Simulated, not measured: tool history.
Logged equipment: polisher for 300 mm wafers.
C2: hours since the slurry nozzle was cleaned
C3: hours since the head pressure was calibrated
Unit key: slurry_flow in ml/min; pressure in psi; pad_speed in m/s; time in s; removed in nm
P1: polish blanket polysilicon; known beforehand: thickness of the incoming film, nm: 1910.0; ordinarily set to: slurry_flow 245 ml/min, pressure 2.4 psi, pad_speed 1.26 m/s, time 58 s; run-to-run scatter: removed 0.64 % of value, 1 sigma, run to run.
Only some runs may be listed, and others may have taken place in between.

Run 1, hour 11.5: slurry_flow 245 ml/min, pressure 2.4 psi, pad_speed 1.26 m/s, time 58 s; wafers polished on this pad 887; C2 122.6; C3 779.6. Result: removed 471.15 nm.
Run 2, hour 24.8: slurry_flow 245 ml/min, pressure 2.4 psi, pad_speed 1.26 m/s, time 32 s; wafers polished on this pad 976; C2 135.9; C3 792.9. Result: removed 259.58 nm.
At hour 29.5: head pressure recalibrated.
Run 3, hour 34.2: slurry_flow 245 ml/min, pressure 2.4 psi, pad_speed 1.26 m/s, time 77 s; wafers polished on this pad 1039; C2 145.3; C3 4.7. Result: removed 622.88 nm.
Run 4, hour 46.7: slurry_flow 245 ml/min, pressure 2.4 psi, pad_speed 1.26 m/s, time 58 s; wafers polished on this pad 1123; C2 157.8; C3 17.2. Result: removed 470.97 nm.
Run 5, hour 63.0: slurry_flow 245 ml/min, pressure 2.4 psi, pad_speed 1.90 m/s, time 58 s; wafers polished on this pad 1232; C2 174.1; C3 33.5. Result: removed 708.74 nm.
Run 6, hour 71.7: slurry_flow 145 ml/min, pressure 2.4 psi, pad_speed 1.26 m/s, time 58 s; wafers polished on this pad 1290; C2 182.8; C3 42.2. Result: removed 436.15 nm.
Run 7, hour 83.3: slurry_flow 245 ml/min, pressure 2.4 psi, pad_speed 1.26 m/s, time 58 s; wafers polished on this pad 1368; C2 194.4; C3 53.8. Result: removed 469.36 nm.
Run 8, hour 93.2: slurry_flow 245 ml/min, pressure 3.4 psi, pad_speed 1.26 m/s, time 89 s; wafers polished on this pad 1434; C2 204.3; C3 63.7. Result: removed 1020.50 nm.
Run 9, hour 107.8: slurry_flow 245 ml/min, pressure 1.2 psi, pad_speed 1.26 m/s, time 58 s; wafers polished on this pad 1532; C2 218.9; C3 78.3. Result: removed 234.61 nm.
Run 10, hour 120.3: slurry_flow 345 ml/min, pressure 2.4 psi, pad_speed 1.26 m/s, time 58 s; wafers polished on this pad 1615; C2 231.4; C3 90.8. Result: removed 485.27 nm.
Run 11, hour 134.8: slurry_flow 245 ml/min, pressure 2.4 psi, pad_speed 1.26 m/s, time 58 s; wafers polished on this pad 1712; C2 245.9; C3 105.3. Result: removed 463.42 nm.
Run 12, hour 145.4: slurry_flow 245 ml/min, pressure 2.4 psi, pad_speed 1.26 m/s, time 58 s; wafers polished on this pad 1783; C2 256.5; C3 115.9. Result: removed 467.74 nm.
Run 13, hour 161.6: slurry_flow 245 ml/min, pressure 2.4 psi, pad_speed 0.66 m/s, time 58 s; wafers polished on this pad 1892; C2 272.7; C3 132.1. Result: removed 246.96 nm.
Run 14, hour 176.6: slurry_flow 245 ml/min, pressure 3.4 psi, pad_speed 1.26 m/s, time 58 s; wafers polished on this pad 1992; C2 287.7; C3 147.1. Result: removed 664.65 nm.
Run 15, hour 187.9: slurry_flow 245 ml/min, pressure 2.4 psi, pad_speed 1.26 m/s, time 58 s; wafers polished on this pad 2068; C2 299.0; C3 158.4. Result: removed 473.61 nm.
Run 16, hour 202.1: slurry_flow 245 ml/min, pressure 2.4 psi, pad_speed 1.26 m/s, time 58 s; wafers polished on this pad 2163; C2 313.2; C3 172.6. Result: removed 456.55 nm.
Run 17, hour 213.9: slurry_flow 245 ml/min, pressure 2.4 psi, pad_speed 1.26 m/s, time 58 s; wafers polished on this pad 2242; C2 325.0; C3 184.4. Result: removed 454.18 nm.
Run 18, hour 230.2: slurry_flow 245 ml/min, pressure 2.4 psi, pad_speed 1.26 m/s, time 58 s; wafers polished on this pad 2351; C2 341.3; C3 200.7. Result: removed 449.71 nm.
Run 19, hour 239.2: slurry_flow 245 ml/min, pressure 2.4 psi, pad_speed 1.26 m/s, time 58 s; wafers polished on this pad 2411; C2 350.3; C3 209.7. Result: removed 447.75 nm.
Run 20, hour 254.5: slurry_flow 245 ml/min, pressure 2.4 psi, pad_speed 1.26 m/s, time 58 s; wafers polished on this pad 2514; C2 365.6; C3 225.0. Result: removed 446.49 nm.
Run 21, hour 262.2: slurry_flow 245 ml/min, pressure 2.4 psi, pad_speed 1.26 m/s, time 58 s; wafers polished on this pad 2565; C2 373.3; C3 232.7. Result: removed 439.71 nm.
At hour 262.4: head pressure recalibrated.
Run 22, hour 271.3: slurry_flow 245 ml/min, pressure 2.4 psi, pad_speed 1.26 m/s, time 58 s; wafers polished on this pad 2626; C2 382.4; C3 8.9. Result: removed 446.77 nm.
Run 23, hour 285.7: slurry_flow 245 ml/min, pressure 2.4 psi, pad_speed 1.26 m/s, time 58 s; wafers polished on this pad 2723; C2 396.8; C3 23.3. Result: removed 445.24 nm.
Run 24, hour 301.1: slurry_flow 245 ml/min, pressure 2.4 psi, pad_speed 1.26 m/s, time 58 s; wafers polished on this pad 2826; C2 412.2; C3 38.7. Result: removed 438.84 nm.

P1 has crept away from where it was. The log is fitted equally well by each of these 2 causes, at the sizes shown:
A: slurry flow missing at the pad, % = 36.7
B: removal rate lost through wear of the pad, % = 6.01
The process output started creeping at around hour 187.9.
All other causes, with the reason each is excluded:
head's pressure below its setpoint, %: serviced after onset, at hour 262.4, with no recovery of the prior output

You are offered 4 check runs, listed below with question marks in place of their results; each one averages 2 wafers. Which run separates the listed causes by giving clearly different results for each?
Run check 1, hour 316.5: slurry_flow 245 ml/min, pressure 2.4 psi, pad_speed 1.90 m/s, time 58 s. Result: removed ?.
Run check 2, hour 316.5: slurry_flow 245 ml/min, pressure 1.4 psi, pad_speed 0.66 m/s, time 58 s. Result: removed ?.
Run check 3, hour 316.5: slurry_flow 145 ml/min, pressure 2.4 psi, pad_speed 1.26 m/s, time 42 s. Result: removed ?.
Run check 4, hour 316.5: slurry_flow 245 ml/min, pressure 2.4 psi, pad_speed 1.68 m/s, time 33 s. Result: removed ?.

Expected result of each check under each candidate cause:
  check   result    if A    if B
check 1  removed  666.47  666.48
check 2  removed  135.05  135.05
check 3  removed  286.16  297.36
check 4  removed  335.29  335.30
Smallest distance between any two causes, each pair judged by its most separating result, in per cent: check 1 0 %; check 2 0 %; check 3 3.84 %; check 4 0 %
Check 3 distinguishes between the causes, while the remaining checks would return nearly the same result for all of them.

Check 3 was then run and gave: removed 297.86 nm. Which cause is it?

It was cause B: removal rate lost through wear of the pad, %.

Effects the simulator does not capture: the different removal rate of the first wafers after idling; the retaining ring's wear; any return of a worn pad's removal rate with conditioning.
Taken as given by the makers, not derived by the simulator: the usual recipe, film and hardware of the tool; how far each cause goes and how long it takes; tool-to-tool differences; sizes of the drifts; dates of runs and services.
